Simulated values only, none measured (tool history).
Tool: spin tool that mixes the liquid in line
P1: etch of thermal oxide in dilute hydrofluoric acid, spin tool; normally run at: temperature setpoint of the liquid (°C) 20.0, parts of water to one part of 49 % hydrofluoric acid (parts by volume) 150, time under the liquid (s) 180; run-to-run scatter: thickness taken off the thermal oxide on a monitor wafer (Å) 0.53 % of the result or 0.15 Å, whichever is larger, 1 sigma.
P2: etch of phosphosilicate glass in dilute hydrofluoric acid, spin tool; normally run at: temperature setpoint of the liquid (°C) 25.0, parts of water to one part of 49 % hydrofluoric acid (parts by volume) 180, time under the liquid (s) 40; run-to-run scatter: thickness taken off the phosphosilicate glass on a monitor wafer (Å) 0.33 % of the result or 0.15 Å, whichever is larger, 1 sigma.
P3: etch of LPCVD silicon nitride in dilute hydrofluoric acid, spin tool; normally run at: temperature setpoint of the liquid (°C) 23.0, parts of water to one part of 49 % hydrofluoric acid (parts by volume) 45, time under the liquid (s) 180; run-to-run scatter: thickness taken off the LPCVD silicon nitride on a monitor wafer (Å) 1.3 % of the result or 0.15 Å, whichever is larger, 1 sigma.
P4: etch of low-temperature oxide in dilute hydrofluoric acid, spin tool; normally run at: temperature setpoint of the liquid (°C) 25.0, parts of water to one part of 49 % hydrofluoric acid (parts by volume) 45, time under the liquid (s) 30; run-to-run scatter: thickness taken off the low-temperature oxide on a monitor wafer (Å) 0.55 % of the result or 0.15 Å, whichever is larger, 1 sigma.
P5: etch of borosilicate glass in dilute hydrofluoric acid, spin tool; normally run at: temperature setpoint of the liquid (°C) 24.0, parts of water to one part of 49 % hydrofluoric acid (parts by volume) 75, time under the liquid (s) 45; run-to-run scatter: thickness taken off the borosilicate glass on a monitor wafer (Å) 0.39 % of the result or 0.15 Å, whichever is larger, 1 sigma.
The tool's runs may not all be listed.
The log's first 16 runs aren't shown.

| run | day | process that ran | temperature setpoint of the liquid (°C) | parts of water to one part of 49 % hydrofluoric acid (parts by volume) | time under the liquid (s) | hours since the thermometer was replaced | hours since the hydrofluoric acid flow meter was replaced | thickness taken off the thermal oxide on a monitor wafer (Å) | thickness taken off the borosilicate glass on a monitor wafer (Å) | thickness taken off the low-temperature oxide on a monitor wafer (Å) | thickness taken off the phosphosilicate glass on a monitor wafer (Å) | thickness taken off the LPCVD silicon nitride on a monitor wafer (Å) |
|---|---|---|---|---|---|---|---|---|---|---|---|---|
| 17 | 8.979 | P3 | 23.0 | 45 | 180 | 928.1 | 864.7 |  |  |  |  | 16.4910 |
| 18 | 9.475 | P3 | 23.0 | 45 | 65 | 940.0 | 876.6 |  |  |  |  | 5.9159 |
| 19 | 9.838 | P1 | 20.0 | 150 | 180 | 948.7 | 885.3 | 48.7070 |  |  |  |  |
| 20 | 10.271 | P4 | 25.0 | 45 | 15 | 959.1 | 895.7 |  |  | 38.124 |  |  |
| 21 | 10.833 | P1 | 27.5 | 150 | 180 | 972.6 | 909.2 | 65.0730 |  |  |  |  |
| 22 | 11.471 | P3 | 23.0 | 75 | 180 | 987.9 | 924.5 |  |  |  |  | 10.2560 |
| 23 | 12.142 | P1 | 20.0 | 150 | 180 | 1004.0 | 940.6 | 48.9120 |  |  |  |  |
| 24 | 12.525 | P3 | 28.5 | 45 | 180 | 1013.2 | 949.8 |  |  |  |  | 23.7000 |
| 25 | 13.142 | P2 | 25.0 | 180 | 15 | 1028.0 | 964.6 |  |  |  | 86.762 |  |
| 26 | 13.821 | P1 | 20.0 | 150 | 25 | 1044.3 | 980.9 | 6.9059 |  |  |  |  |
| 27 | 14.388 | P5 | 24.0 | 75 | 70 | 1057.9 | 994.5 |  | 203.890 |  |  |  |
| 28 | 14.821 | P1 | 20.0 | 150 | 285 | 1068.3 | 1004.9 | 77.4020 |  |  |  |  |
| 29 | 15.238 | P4 | 25.0 | 45 | 30 | 1078.3 | 1014.9 |  |  | 76.981 |  |  |
| 30 | 15.800 | P1 | 20.0 | 150 | 180 | 1091.8 | 1028.4 | 48.7550 |  |  |  |  |
| 31 | 16.283 | P1 | 20.0 | 150 | 180 | 1103.4 | 1040.0 | 47.0420 |  |  |  |  |
| 32 | 16.762 | P1 | 20.0 | 150 | 180 | 1114.9 | 1051.5 | 46.2220 |  |  |  |  |
| 33 | 17.321 | P1 | 20.0 | 150 | 180 | 1128.3 | 1064.9 | 45.6430 |  |  |  |  |
| 34 | 17.796 | P1 | 20.0 | 150 | 180 | 1139.7 | 1076.3 | 45.1350 |  |  |  |  |
| 35 | 18.379 | P1 | 20.0 | 150 | 180 | 1153.7 | 1090.3 | 44.6820 |  |  |  |  |
| 36 | 18.996 | P1 | 20.0 | 150 | 180 | 1168.5 | 1105.1 | 44.0050 |  |  |  |  |
| 37 | 19.500 | P1 | 20.0 | 150 | 180 | 1180.6 | 1117.2 | 44.4120 |  |  |  |  |
| 38 | 19.908 | P1 | 20.0 | 150 | 180 | 1190.4 | 1127.0 | 44.6280 |  |  |  |  |

Run 39 comes next. What will it give?
| 39 | 20.338 | P1 | 20.0 | 150 | 180 | 1200.7 | 1137.3 | ? |  |  |  |  |

Run 39 gave thickness taken off the thermal oxide on a monitor wafer (Å) 44.4070.
